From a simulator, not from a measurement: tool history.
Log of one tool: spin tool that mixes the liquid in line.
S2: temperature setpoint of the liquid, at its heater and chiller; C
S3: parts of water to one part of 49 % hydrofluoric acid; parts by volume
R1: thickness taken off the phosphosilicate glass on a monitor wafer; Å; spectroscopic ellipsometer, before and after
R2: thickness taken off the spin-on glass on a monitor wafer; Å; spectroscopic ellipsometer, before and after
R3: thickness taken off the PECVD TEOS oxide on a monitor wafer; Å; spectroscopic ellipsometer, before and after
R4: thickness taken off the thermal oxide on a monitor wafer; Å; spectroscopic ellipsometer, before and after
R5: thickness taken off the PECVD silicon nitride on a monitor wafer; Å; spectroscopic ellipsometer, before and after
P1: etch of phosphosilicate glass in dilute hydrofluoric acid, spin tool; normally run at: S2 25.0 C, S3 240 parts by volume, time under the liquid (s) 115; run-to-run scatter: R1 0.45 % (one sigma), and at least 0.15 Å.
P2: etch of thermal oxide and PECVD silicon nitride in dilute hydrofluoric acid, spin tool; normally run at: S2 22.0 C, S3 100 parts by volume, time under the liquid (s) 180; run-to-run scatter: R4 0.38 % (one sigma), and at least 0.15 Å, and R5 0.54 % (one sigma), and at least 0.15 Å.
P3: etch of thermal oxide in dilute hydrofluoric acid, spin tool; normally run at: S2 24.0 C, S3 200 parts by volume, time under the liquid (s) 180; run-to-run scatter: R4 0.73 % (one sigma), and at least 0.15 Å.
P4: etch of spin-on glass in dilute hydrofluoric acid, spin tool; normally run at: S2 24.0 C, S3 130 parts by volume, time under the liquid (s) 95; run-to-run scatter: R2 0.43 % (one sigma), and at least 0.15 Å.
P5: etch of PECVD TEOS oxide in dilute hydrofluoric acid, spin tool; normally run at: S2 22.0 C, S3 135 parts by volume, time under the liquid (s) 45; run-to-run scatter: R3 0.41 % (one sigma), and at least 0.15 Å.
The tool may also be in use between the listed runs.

run 1 day=0.475 | process_that_ran=P1 S2=25.0 S3=240 time_under_the_liquid_(s)=115 | R1=583.870
run 2 day=0.925 | process_that_ran=P4 S2=24.0 S3=130 time_under_the_liquid_(s)=95 | R2=360.28
run 3 day=1.329 | process_that_ran=P5 S2=22.0 S3=135 time_under_the_liquid_(s)=25 | R3=33.657
run 4 day=1.654 | process_that_ran=P3 S2=18.0 S3=200 time_under_the_liquid_(s)=180 | R4=29.7080
run 5 day=2.083 | process_that_ran=P1 S2=25.0 S3=240 time_under_the_liquid_(s)=220 | R1=1111.900
run 6 day=2.608 | process_that_ran=P3 S2=24.0 S3=350 time_under_the_liquid_(s)=180 | R4=18.1730
run 7 day=2.946 | process_that_ran=P1 S2=25.0 S3=240 time_under_the_liquid_(s)=115 | R1=582.370
run 8 day=3.358 | process_that_ran=P2 S2=22.0 S3=100 time_under_the_liquid_(s)=180 | R4=78.4820 R5=72.568
run 9 day=3.696 | process_that_ran=P1 S2=25.0 S3=400 time_under_the_liquid_(s)=115 | R1=297.940
run 10 day=4.012 | process_that_ran=P1 S2=25.0 S3=240 time_under_the_liquid_(s)=115 | R1=577.630
run 11 day=4.550 | process_that_ran=P5 S2=22.0 S3=240 time_under_the_liquid_(s)=45 | R3=30.450
run 12 day=5.083 | process_that_ran=P3 S2=24.0 S3=200 time_under_the_liquid_(s)=15 | R4=3.2069
run 13 day=5.617 | process_that_ran=P1 S2=25.0 S3=240 time_under_the_liquid_(s)=115 | R1=584.780
run 14 day=6.242 | process_that_ran=P1 S2=19.5 S3=240 time_under_the_liquid_(s)=15 | R1=62.339
run 15 day=6.779 | process_that_ran=P5 S2=17.0 S3=135 time_under_the_liquid_(s)=45 | R3=50.283
run 16 day=7.188 | process_that_ran=P1 S2=20.5 S3=240 time_under_the_liquid_(s)=115 | R1=496.140
run 17 day=7.617 | process_that_ran=P3 S2=24.0 S3=200 time_under_the_liquid_(s)=180 | R4=37.0690
run 18 day=8.183 | process_that_ran=P1 S2=29.5 S3=395 time_under_the_liquid_(s)=115 | R1=350.460
run 19 day=8.596 | process_that_ran=P1 S2=25.0 S3=240 time_under_the_liquid_(s)=115 | R1=579.950
run 20 day=9.154 | process_that_ran=P2 S2=22.0 S3=100 time_under_the_liquid_(s)=180 | R4=78.9500 R5=72.088
run 21 day=9.533 | process_that_ran=P1 S2=25.0 S3=240 time_under_the_liquid_(s)=115 | R1=582.290
run 22 day=10.075 | process_that_ran=P2 S2=22.0 S3=100 time_under_the_liquid_(s)=45 | R4=19.8100 R5=18.045
run 23 day=10.362 | process_that_ran=P2 S2=27.0 S3=100 time_under_the_liquid_(s)=180 | R4=95.8130 R5=101.600
run 24 day=11.021 | process_that_ran=P1 S2=25.0 S3=240 time_under_the_liquid_(s)=15 | R1=76.884
run 25 day=11.646 | process_that_ran=P4 S2=24.0 S3=130 time_under_the_liquid_(s)=55 | R2=207.96
run 26 day=11.979 | process_that_ran=P1 S2=30.0 S3=240 time_under_the_liquid_(s)=115 | R1=692.290
run 27 day=12.300 | process_that_ran=P2 S2=22.0 S3=20 time_under_the_liquid_(s)=180 | R4=435.1700 R5=344.590
run 28 day=12.667 | process_that_ran=P4 S2=24.0 S3=215 time_under_the_liquid_(s)=95 | R2=197.22
run 29 day=13.029 | process_that_ran=P4 S2=32.5 S3=130 time_under_the_liquid_(s)=95 | R2=494.77
run 30 day=13.329 | process_that_ran=P1 S2=25.0 S3=85 time_under_the_liquid_(s)=115 | R1=1980.600
run 31 day=13.975 | process_that_ran=P5 S2=22.0 S3=135 time_under_the_liquid_(s)=45 | R3=60.232
run 32 day=14.479 | process_that_ran=P1 S2=25.0 S3=240 time_under_the_liquid_(s)=115 | R1=583.610
run 33 day=14.875 | process_that_ran=P1 S2=25.0 S3=240 time_under_the_liquid_(s)=115 | R1=596.910
run 34 day=15.342 | process_that_ran=P1 S2=25.0 S3=240 time_under_the_liquid_(s)=115 | R1=605.000
run 35 day=15.788 | process_that_ran=P1 S2=25.0 S3=240 time_under_the_liquid_(s)=115 | R1=615.840
run 36 day=16.171 | process_that_ran=P1 S2=25.0 S3=240 time_under_the_liquid_(s)=115 | R1=617.190
run 37 day=16.821 | process_that_ran=P1 S2=25.0 S3=240 time_under_the_liquid_(s)=115 | R1=622.690
run 38 day=17.108 | process_that_ran=P1 S2=25.0 S3=240 time_under_the_liquid_(s)=115 | R1=630.070
run 39 day=17.746 | process_that_ran=P1 S2=25.0 S3=240 time_under_the_liquid_(s)=115 | R1=632.670
run 40 day=18.379 | process_that_ran=P1 S2=25.0 S3=240 time_under_the_liquid_(s)=115 | R1=633.310
run 41 day=18.921 | process_that_ran=P1 S2=25.0 S3=240 time_under_the_liquid_(s)=115 | R1=631.610
run 42 day=19.508 | process_that_ran=P1 S2=25.0 S3=240 time_under_the_liquid_(s)=115 | R1=630.270
run 43 day=20.142 | process_that_ran=P1 S2=25.0 S3=240 time_under_the_liquid_(s)=115 | R1=633.290

What P1 gives has crept away from where it was. These 2 causes fit the log equally well, each at the size given:
A: liquid hotter than its thermometer reads (K) = 2.42
B: hydrofluoric acid flow above the setpoint (%) = 7.04
The creep began at about day 14.479.

4 check runs are offered, one wafer each, their results left as question marks. Which one tells the causes apart?
run check 1 day=20.775 | process_that_ran=P2 S2=22.0 S3=30 time_under_the_liquid_(s)=180 | R4=? R5=?
run check 2 day=20.775 | process_that_ran=P3 S2=18.5 S3=200 time_under_the_liquid_(s)=50 | R4=?
run check 3 day=20.775 | process_that_ran=P5 S2=22.0 S3=225 time_under_the_liquid_(s)=45 | R3=?
run check 4 day=20.775 | process_that_ran=P4 S2=30.0 S3=130 time_under_the_liquid_(s)=95 | R2=?

What each check would give under each cause:
check=check_1 result=R4 if_A=317.5600 if_B=307.7400
check=check_1 result=R5 if_A=277.500 if_B=251.000
check=check_2 result=R4 if_A=9.2268 if_B=9.1060
check=check_3 result=R3 if_A=36.265 if_B=36.054
check=check_4 result=R2 if_A=491.88 if_B=488.09
How far apart the two closest causes lie, in the result that separates them most: check 1 10.04 %; check 2 1.32 %; check 3 0.58 %; check 4 0.77 %
Only check 1 tells the causes apart: in the others they would give nearly the same result.

Then check 1 was run and gave: R4 319.0200 Å; R5 276.750 Å. Which cause is it?

It is A: liquid hotter than its thermometer reads (K).
